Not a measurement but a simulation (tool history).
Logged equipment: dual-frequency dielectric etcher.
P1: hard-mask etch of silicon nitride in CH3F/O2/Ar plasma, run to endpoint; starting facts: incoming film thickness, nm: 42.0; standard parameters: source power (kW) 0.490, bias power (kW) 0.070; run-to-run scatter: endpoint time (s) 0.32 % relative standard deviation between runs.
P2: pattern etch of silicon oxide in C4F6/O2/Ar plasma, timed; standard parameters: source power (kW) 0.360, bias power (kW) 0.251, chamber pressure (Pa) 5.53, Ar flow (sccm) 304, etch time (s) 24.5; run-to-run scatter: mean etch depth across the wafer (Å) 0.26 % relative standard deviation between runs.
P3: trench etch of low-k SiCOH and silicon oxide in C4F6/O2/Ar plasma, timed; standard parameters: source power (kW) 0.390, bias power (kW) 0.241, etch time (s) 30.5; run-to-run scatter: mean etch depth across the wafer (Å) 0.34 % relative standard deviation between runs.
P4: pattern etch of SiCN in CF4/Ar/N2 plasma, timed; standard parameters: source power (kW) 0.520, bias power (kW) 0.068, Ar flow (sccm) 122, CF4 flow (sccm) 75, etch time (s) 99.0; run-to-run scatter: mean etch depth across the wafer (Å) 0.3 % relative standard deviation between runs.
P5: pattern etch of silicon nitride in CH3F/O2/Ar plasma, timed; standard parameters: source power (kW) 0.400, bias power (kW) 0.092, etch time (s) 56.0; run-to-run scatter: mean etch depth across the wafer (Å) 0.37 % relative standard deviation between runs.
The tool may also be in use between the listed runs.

run,hour,process that ran,source power (kW),bias power (kW),etch time (s),chamber pressure (Pa),Ar flow (sccm),CF4 flow (sccm),hours since the last wet clean,hours since the last source power generator calibration,hours since the last bias power generator calibration,endpoint time (s),mean etch depth across the wafer (Å)
1,4.4,P1,0.490,0.070,,,,,387.5,577.9,1442.8,57.316,
2,6.9,P3,0.490,0.241,30.5,,,,390.0,580.4,1445.3,,1117.50
3,10.8,P2,0.360,0.251,17.5,5.53,304,,393.9,584.3,1449.2,,569.07
4,13.7,P1,0.490,0.089,,,,,396.8,587.2,1452.1,52.931,
5,17.9,P4,0.680,0.068,99.0,,122,75,401.0,591.4,1456.3,,1195.20
6,21.7,P3,0.390,0.241,30.5,,,,404.8,595.2,1460.1,,1019.30
7,25.7,P2,0.260,0.251,24.5,5.53,304,,408.8,599.2,1464.1,,705.58
8,28.8,P3,0.390,0.241,30.5,,,,411.9,602.3,1467.2,,1024.30
9,31.6,P1,0.490,0.070,,,,,414.7,605.1,1470.0,57.029,
10,34.4,P1,0.490,0.052,,,,,417.5,607.9,1472.8,63.184,
11,37.1,P2,0.360,0.156,24.5,5.53,304,,420.2,610.6,1475.5,,682.62
12,39.7,P3,0.390,0.334,30.5,,,,422.8,613.2,1478.1,,1139.30
13,44.0,P1,0.490,0.070,,,,,427.1,617.5,1482.4,57.371,
14,47.8,P1,0.370,0.089,,,,,430.9,621.3,1486.2,58.594,
15,51.5,P2,0.360,0.251,24.5,5.53,304,,434.6,625.0,1489.9,,795.65
16,54.5,P1,0.330,0.093,,,,,437.6,628.0,1492.9,60.536,
17,58.1,P5,0.400,0.115,56.0,,,,441.2,631.6,1496.5,,447.94
18,62.4,P1,0.590,0.070,,,,,445.5,635.9,1500.8,53.322,
19,65.5,P1,0.630,0.091,,,,,448.6,639.0,1503.9,47.616,
20,68.6,P4,0.520,0.068,132.5,,122,75,451.7,642.1,1507.0,,1273.30
21,73.8,P2,0.360,0.251,24.5,5.53,178,,456.9,647.3,1512.2,,850.08
22,76.7,P5,0.400,0.092,56.0,,,,459.8,650.2,1515.1,,415.19
23,81.7,P4,0.520,0.068,99.0,,122,75,464.8,655.2,1520.1,,951.10
24,86.0,P3,0.390,0.241,41.5,,,,469.1,659.5,1524.4,,1398.90
25,88.6,P2,0.360,0.251,24.5,7.07,304,,471.7,662.1,1527.0,,775.07
26,92.1,P4,0.520,0.068,99.0,,122,48,475.2,665.6,1530.5,,880.34
27,96.9,P1,0.370,0.070,,,,,480.0,670.4,1535.3,63.577,
28,102.1,P1,0.490,0.070,,,,,485.2,675.6,1540.5,57.196,
29,106.6,P2,0.360,0.251,24.5,5.53,304,,489.7,680.1,1545.0,,794.00
30,111.8,P4,0.520,0.068,99.0,,72,75,494.9,685.3,1550.2,,1025.30
31,115.3,P1,0.490,0.070,,,,,498.4,688.8,1553.7,57.392,
32,118.2,P5,0.400,0.092,74.0,,,,501.3,691.7,1556.6,,547.62
33,121.3,P5,0.570,0.092,56.0,,,,504.4,694.8,1559.7,,475.75
34,124.6,P1,0.490,0.070,,,,,507.7,698.1,1563.0,57.273,
35,128.7,P4,0.520,0.050,99.0,,122,75,511.8,702.2,1567.1,,856.55
36,132.0,P1,0.490,0.070,,,,,515.1,705.5,1570.4,57.365,
37,134.7,P1,0.490,0.070,,,,,517.8,708.2,1573.1,56.848,
38,139.2,P1,0.490,0.070,,,,,522.3,712.7,1577.6,56.435,
39,143.9,P1,0.490,0.070,,,,,527.0,717.4,1582.3,56.614,
40,146.8,P1,0.490,0.070,,,,,529.9,720.3,1585.2,56.559,
# hour 152.1: wet clean of the chamber
41,152.1,P1,0.490,0.070,,,,,0.1,725.6,1590.5,56.411,
42,155.6,P1,0.490,0.070,,,,,3.6,729.1,1594.0,56.173,
43,159.0,P1,0.490,0.070,,,,,7.0,732.5,1597.4,56.300,
44,164.0,P1,0.490,0.070,,,,,12.0,737.5,1602.4,56.305,
45,167.4,P1,0.490,0.070,,,,,15.4,740.9,1605.8,56.371,

Something has made what P1 gives creep away from where it was; the 2 causes below, each at its own stated size, fit the log equally well:
A: bias power that arrives over what is set, % = 4.88
B: source power that arrives over what is set, % = 4.29
The gradual shift began around hour 132.0.
Excluded causes, each with its reason:
chamber walls in a state that raises the etch rate, %: serviced at hour 152.1, after the change had begun; the process did not return to its earlier output

4 check runs are offered, each on 2 wafers whose results are averaged, their results left as question marks. Which one tells the causes apart?
check 1,170.8,P3,0.390,0.278,30.5,,,,,,,,?
check 2,170.8,P5,0.490,0.092,56.0,,,,,,,,?
check 3,170.8,P2,0.360,0.158,24.5,5.53,304,,,,,,?
check 4,170.8,P4,0.520,0.068,116.0,,122,75,,,,,?

How each check would come out, cause by cause:
check,result,if A,if B
check 1,mean etch depth across the wafer (Å),1091.20,1090.60
check 2,mean etch depth across the wafer (Å),456.65,456.07
check 3,mean etch depth across the wafer (Å),696.83,697.97
check 4,mean etch depth across the wafer (Å),1131.10,1154.30
Gap, in per cent, between the two causes that each check separates least, read from the result that separates them most: check 1 0.05 %; check 2 0.13 %; check 3 0.16 %; check 4 2.03 %
The other checks would show nearly matching results whichever cause is true, so check 4 is the only one that separates the causes.

Then check 4 was run and gave: mean etch depth across the wafer (Å) 1153.00. Which cause is it?

It is B: source power that arrives over what is set, %.

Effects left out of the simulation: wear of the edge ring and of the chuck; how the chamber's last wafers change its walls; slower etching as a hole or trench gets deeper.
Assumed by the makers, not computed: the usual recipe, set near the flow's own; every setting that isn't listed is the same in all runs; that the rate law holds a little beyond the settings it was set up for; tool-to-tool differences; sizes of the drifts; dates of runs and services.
